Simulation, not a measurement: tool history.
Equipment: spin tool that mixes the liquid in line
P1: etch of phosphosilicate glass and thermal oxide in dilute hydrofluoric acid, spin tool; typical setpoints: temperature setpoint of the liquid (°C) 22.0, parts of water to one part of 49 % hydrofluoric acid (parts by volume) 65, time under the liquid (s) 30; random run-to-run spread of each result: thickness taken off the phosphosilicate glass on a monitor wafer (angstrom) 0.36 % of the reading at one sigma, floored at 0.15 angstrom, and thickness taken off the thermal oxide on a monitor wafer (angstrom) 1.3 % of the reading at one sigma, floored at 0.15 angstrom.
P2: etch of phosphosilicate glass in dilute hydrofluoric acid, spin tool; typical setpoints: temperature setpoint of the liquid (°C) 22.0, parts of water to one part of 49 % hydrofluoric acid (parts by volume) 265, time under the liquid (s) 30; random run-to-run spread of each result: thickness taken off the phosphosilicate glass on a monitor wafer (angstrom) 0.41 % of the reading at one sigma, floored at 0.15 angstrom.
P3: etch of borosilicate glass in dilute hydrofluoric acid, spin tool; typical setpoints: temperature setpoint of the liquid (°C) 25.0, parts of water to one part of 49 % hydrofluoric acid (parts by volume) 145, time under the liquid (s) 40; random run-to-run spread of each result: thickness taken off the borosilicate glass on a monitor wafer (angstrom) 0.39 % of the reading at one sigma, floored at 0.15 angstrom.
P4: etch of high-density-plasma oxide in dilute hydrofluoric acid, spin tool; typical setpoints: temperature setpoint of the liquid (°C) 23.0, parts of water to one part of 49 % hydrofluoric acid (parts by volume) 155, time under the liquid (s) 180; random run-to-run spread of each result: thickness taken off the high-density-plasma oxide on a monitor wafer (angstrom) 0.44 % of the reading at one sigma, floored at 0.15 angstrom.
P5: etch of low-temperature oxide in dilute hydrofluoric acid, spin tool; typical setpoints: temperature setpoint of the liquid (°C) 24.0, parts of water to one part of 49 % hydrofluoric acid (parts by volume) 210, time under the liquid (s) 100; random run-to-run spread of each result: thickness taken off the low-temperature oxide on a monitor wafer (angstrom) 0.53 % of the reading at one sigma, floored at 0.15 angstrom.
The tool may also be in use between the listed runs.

run	day	process that ran	temperature setpoint of the liquid (°C)	parts of water to one part of 49 % hydrofluoric acid (parts by volume)	time under the liquid (s)	thickness taken off the phosphosilicate glass on a monitor wafer (angstrom)	thickness taken off the thermal oxide on a monitor wafer (angstrom)	thickness taken off the borosilicate glass on a monitor wafer (angstrom)	thickness taken off the low-temperature oxide on a monitor wafer (angstrom)	thickness taken off the high-density-plasma oxide on a monitor wafer (angstrom)
1	0.142	P1	22.0	65	30	538.850	21.402			
2	0.333	P3	25.0	35	40			353.920		
3	0.454	P1	22.0	110	30	302.610	12.362			
4	0.567	P2	22.0	265	55	94.299				
5	0.675	P1	22.0	65	30	539.040	21.740			
6	0.871	P5	24.0	210	100				94.640	
7	1.033	P2	22.0	265	30	51.618				
8	1.208	P4	23.0	155	180					91.709
9	1.412	P5	24.0	210	100				94.607	
10	1.571	P3	25.0	145	40			74.183		
11	1.696	P2	17.5	265	30	43.326				
12	1.842	P3	18.0	145	40			56.504		
13	2.067	P5	24.0	315	100				56.803	
14	2.238	P4	23.0	155	310					159.250
15	2.362	P1	22.0	65	30	536.120	21.501			
16	2.583	P3	25.0	145	15			27.821		
17	2.721	P1	17.0	65	55	801.960	32.042			
18	2.929	P2	22.0	55	30	314.070				
19	3.154	P1	29.5	65	30	725.680	29.734			
20	3.362	P1	22.0	65	30	537.650	21.203			
21	3.571	P1	22.0	65	15	268.940	10.949			
22	3.725	P1	22.0	35	15	517.220	20.695			
23	3.833	P1	22.0	65	50	895.230	36.705			
24	3.983	P5	24.0	210	195				186.300	
25	4.204	P1	26.0	65	15	317.240	12.646			
26	4.404	P5	17.0	210	100				73.059	
27	4.596	P4	17.5	155	180					74.437
28	4.700	P2	22.0	265	30	51.460				
29	4.838	P1	17.0	65	30	437.330	17.571			
30	4.979	P1	22.0	25	30	1477.300	59.337			
31	5.100	P4	23.0	25	180					667.280
32	5.246	P1	22.0	65	30	539.290	21.498			
33	5.379	P1	22.0	65	30	516.940	21.042			
34	5.608	P1	22.0	65	30	502.540	20.486			
35	5.712	P1	22.0	65	30	497.290	19.892			
36	5.850	P1	22.0	65	30	498.160	20.629			
37	6.079	P1	22.0	65	30	492.890	19.878			
38	6.258	P1	22.0	65	30	493.000	19.452			

P1 has crept away from where it was. The log is fitted equally well by each of these 2 causes, at the sizes shown:
A: hydrofluoric acid flow below the setpoint (%) = 7.76
B: liquid colder than its thermometer reads (K) = 2.1
The drift started at roughly day 5.246.

Which of the 4 check runs listed below, each an average over 2 wafers with its results shown as question marks, gives clearly different results under the different listed causes?
check 1	6.438	P4	17.5	155	180					?
check 2	6.438	P2	22.0	60	30	?				
check 3	6.438	P5	24.0	300	135				?	
check 4	6.438	P3	25.0	60	15			?		

Predicted outcomes, by check and by cause:
check	result	if A	if B
check 1	thickness taken off the high-density-plasma oxide on a monitor wafer (angstrom)	67.429	67.908
check 2	thickness taken off the phosphosilicate glass on a monitor wafer (angstrom)	260.720	260.500
check 3	thickness taken off the low-temperature oxide on a monitor wafer (angstrom)	73.922	76.261
check 4	thickness taken off the borosilicate glass on a monitor wafer (angstrom)	68.622	68.744
Per-check spread between the two closest causes, in the result where they differ most: check 1 0.71 %; check 2 0.08 %; check 3 3.12 %; check 4 0.18 %
Only check 3 tells the causes apart: in the others they would give nearly the same result.

Here is what check 3 returned: thickness taken off the low-temperature oxide on a monitor wafer (angstrom) 73.929. Which cause is it?

The cause is A: hydrofluoric acid flow below the setpoint (%).
